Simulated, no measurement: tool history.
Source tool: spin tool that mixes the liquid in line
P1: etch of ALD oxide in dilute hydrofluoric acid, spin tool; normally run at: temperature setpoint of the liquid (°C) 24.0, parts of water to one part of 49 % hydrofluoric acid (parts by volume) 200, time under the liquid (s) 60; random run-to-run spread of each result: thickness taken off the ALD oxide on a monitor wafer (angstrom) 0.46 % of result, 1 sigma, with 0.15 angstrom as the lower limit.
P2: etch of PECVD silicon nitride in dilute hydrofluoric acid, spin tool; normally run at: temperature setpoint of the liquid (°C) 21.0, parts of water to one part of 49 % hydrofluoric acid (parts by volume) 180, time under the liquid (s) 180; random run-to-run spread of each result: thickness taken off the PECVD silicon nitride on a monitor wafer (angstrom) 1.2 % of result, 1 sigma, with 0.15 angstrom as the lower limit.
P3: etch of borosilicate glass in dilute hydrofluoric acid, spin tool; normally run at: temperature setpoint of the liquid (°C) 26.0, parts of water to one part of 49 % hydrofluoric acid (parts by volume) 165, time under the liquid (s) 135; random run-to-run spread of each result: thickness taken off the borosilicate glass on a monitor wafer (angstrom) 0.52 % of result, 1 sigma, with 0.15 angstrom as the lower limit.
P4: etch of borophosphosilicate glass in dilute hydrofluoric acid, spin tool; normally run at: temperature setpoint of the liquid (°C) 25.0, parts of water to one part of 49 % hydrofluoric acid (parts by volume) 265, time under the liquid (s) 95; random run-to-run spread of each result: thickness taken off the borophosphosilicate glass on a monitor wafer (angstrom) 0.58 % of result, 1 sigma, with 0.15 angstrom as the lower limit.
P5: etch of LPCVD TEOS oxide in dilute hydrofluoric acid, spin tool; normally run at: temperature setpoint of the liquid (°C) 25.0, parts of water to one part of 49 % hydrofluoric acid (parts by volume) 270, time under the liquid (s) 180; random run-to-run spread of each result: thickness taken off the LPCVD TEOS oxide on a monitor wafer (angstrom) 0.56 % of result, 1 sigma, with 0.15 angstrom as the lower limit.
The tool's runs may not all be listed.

| run | hour | process that ran | temperature setpoint of the liquid (°C) | parts of water to one part of 49 % hydrofluoric acid (parts by volume) | time under the liquid (s) | hours since the thermometer was replaced | hours since the hydrofluoric acid flow meter was replaced | thickness taken off the ALD oxide on a monitor wafer (angstrom) | thickness taken off the borosilicate glass on a monitor wafer (angstrom) | thickness taken off the LPCVD TEOS oxide on a monitor wafer (angstrom) | thickness taken off the PECVD silicon nitride on a monitor wafer (angstrom) | thickness taken off the borophosphosilicate glass on a monitor wafer (angstrom) |
|---|---|---|---|---|---|---|---|---|---|---|---|---|
| 1 | 3.3 | P1 | 24.0 | 200 | 60 | 1159.0 | 610.1 | 48.841 |  |  |  |  |
| 2 | 8.5 | P3 | 26.0 | 295 | 135 | 1164.2 | 615.3 |  | 87.816 |  |  |  |
| 3 | 13.8 | P5 | 25.0 | 465 | 180 | 1169.5 | 620.6 |  |  | 45.355 |  |  |
| 4 | 16.7 | P2 | 28.0 | 180 | 180 | 1172.4 | 623.5 |  |  |  | 28.8340 |  |
| 5 | 19.7 | P4 | 25.0 | 265 | 25 | 1175.4 | 626.5 |  |  |  |  | 47.825 |
| 6 | 23.9 | P1 | 24.0 | 200 | 115 | 1179.6 | 630.7 | 93.290 |  |  |  |  |
| 7 | 27.4 | P5 | 25.0 | 270 | 80 | 1183.1 | 634.2 |  |  | 42.191 |  |  |
| 8 | 31.0 | P1 | 17.0 | 200 | 60 | 1186.7 | 637.8 | 37.195 |  |  |  |  |
| 9 | 33.9 | P1 | 24.0 | 200 | 60 | 1189.6 | 640.7 | 49.030 |  |  |  |  |
| 10 | 37.1 | P1 | 29.5 | 200 | 15 | 1192.8 | 643.9 | 14.801 |  |  |  |  |
| 11 | 40.7 | P2 | 21.0 | 180 | 55 | 1196.4 | 647.5 |  |  |  | 5.6279 |  |
| 12 | 45.0 | P3 | 26.0 | 165 | 75 | 1200.7 | 651.8 |  | 101.510 |  |  |  |
| 13 | 48.0 | P1 | 18.0 | 60 | 60 | 1203.7 | 654.8 | 148.720 |  |  |  |  |
| 14 | 51.8 | P1 | 24.0 | 115 | 60 | 1207.5 | 658.6 | 93.043 |  |  |  |  |
| 15 | 54.4 | P1 | 24.0 | 200 | 30 | 1210.1 | 661.2 | 24.247 |  |  |  |  |
| 16 | 60.0 | P1 | 24.0 | 355 | 60 | 1215.7 | 666.8 | 23.347 |  |  |  |  |
| 17 | 62.7 | P1 | 24.0 | 200 | 60 | 1218.4 | 669.5 | 48.963 |  |  |  |  |
| 18 | 66.6 | P3 | 26.0 | 165 | 135 | 1222.3 | 673.4 |  | 182.250 |  |  |  |
| 19 | 71.1 | P2 | 21.0 | 325 | 180 | 1226.8 | 677.9 |  |  |  | 10.2320 |  |
| 20 | 75.0 | P3 | 17.5 | 165 | 135 | 1230.7 | 681.8 |  | 130.490 |  |  |  |
| 21 | 79.4 | P5 | 25.0 | 270 | 180 | 1235.1 | 686.2 |  |  | 93.496 |  |  |
| 22 | 83.3 | P4 | 25.0 | 265 | 95 | 1239.0 | 690.1 |  |  |  |  | 182.460 |
| 23 | 87.7 | P1 | 24.0 | 200 | 60 | 1243.4 | 694.5 | 48.821 |  |  |  |  |
| 24 | 92.1 | P1 | 24.0 | 200 | 60 | 1247.8 | 698.9 | 48.971 |  |  |  |  |
| 25 | 97.7 | P1 | 30.5 | 200 | 60 | 1253.4 | 704.5 | 60.951 |  |  |  |  |
| 26 | 102.4 | P3 | 26.0 | 165 | 135 | 1258.1 | 709.2 |  | 183.420 |  |  |  |
| 27 | 105.1 | P4 | 25.0 | 50 | 95 | 1260.8 | 711.9 |  |  |  |  | 1215.000 |
| 28 | 110.5 | P2 | 21.0 | 180 | 180 | 1266.2 | 717.3 |  |  |  | 18.7360 |  |
| 29 | 116.0 | P5 | 32.5 | 270 | 180 | 1271.7 | 722.8 |  |  | 122.540 |  |  |
| 30 | 119.0 | P5 | 25.0 | 270 | 180 | 1274.7 | 725.8 |  |  | 95.121 |  |  |
| 31 | 124.2 | P4 | 33.0 | 265 | 95 | 1279.9 | 731.0 |  |  |  |  | 235.930 |
| 32 | 127.0 | P2 | 21.0 | 180 | 180 | 1282.7 | 733.8 |  |  |  | 18.3330 |  |
| 33 | 129.7 | P1 | 24.0 | 200 | 60 | 1285.4 | 736.5 | 48.399 |  |  |  |  |
| 34 | 132.7 | P1 | 24.0 | 200 | 60 | 1288.4 | 739.5 | 49.649 |  |  |  |  |
| 35 | 137.1 | P1 | 24.0 | 200 | 60 | 1292.8 | 743.9 | 51.256 |  |  |  |  |
| 36 | 142.1 | P1 | 24.0 | 200 | 60 | 1297.8 | 748.9 | 51.703 |  |  |  |  |
| 37 | 145.5 | P1 | 24.0 | 200 | 60 | 1301.2 | 752.3 | 51.644 |  |  |  |  |
| 38 | 149.5 | P1 | 24.0 | 200 | 60 | 1305.2 | 756.3 | 51.598 |  |  |  |  |
| 39 | 153.3 | P1 | 24.0 | 200 | 60 | 1309.0 | 760.1 | 51.783 |  |  |  |  |
| 40 | 157.0 | P1 | 24.0 | 200 | 60 | 1312.7 | 763.8 | 51.859 |  |  |  |  |

The output of P1 has drifted from where it used to be. Each of the 2 causes below, taken at the size shown beside it, accounts for the log equally well:
A: liquid hotter than its thermometer reads (K) = 1.63
B: hydrofluoric acid flow above the setpoint (%) = 5.03
The onset of the drift is placed at about hour 129.7.

Consider the 4 check runs below, whose results appear as question marks and each of which averages 3 wafers. Which one distinguishes the causes, in that each cause would give it a clearly different result?
| check 1 | 160.7 | P2 | 21.0 | 180 | 180 |  |  |  |  |  | ? |  |
| check 2 | 160.7 | P3 | 26.0 | 165 | 135 |  |  |  | ? |  |  |  |
| check 3 | 160.7 | P5 | 25.0 | 270 | 180 |  |  |  |  | ? |  |  |
| check 4 | 160.7 | P4 | 25.0 | 265 | 95 |  |  |  |  |  |  | ? |

Check results expected under each cause:
| check | result | if A | if B |
|---|---|---|---|
| check 1 | thickness taken off the PECVD silicon nitride on a monitor wafer (angstrom) | 20.3840 | 19.2340 |
| check 2 | thickness taken off the borosilicate glass on a monitor wafer (angstrom) | 193.110 | 192.820 |
| check 3 | thickness taken off the LPCVD TEOS oxide on a monitor wafer (angstrom) | 100.310 | 100.910 |
| check 4 | thickness taken off the borophosphosilicate glass on a monitor wafer (angstrom) | 190.900 | 191.970 |
Per-check spread between the two closest causes, in the result where they differ most: check 1 5.8 %; check 2 0.15 %; check 3 0.6 %; check 4 0.56 %
The other checks would show nearly matching results whichever cause is true, so check 1 is the only one that separates the causes.

The results of check 1 are: thickness taken off the PECVD silicon nitride on a monitor wafer (angstrom) 20.4910. Based on these, which of the listed causes is it?

The correct cause is A, namely: liquid hotter than its thermometer reads (K).
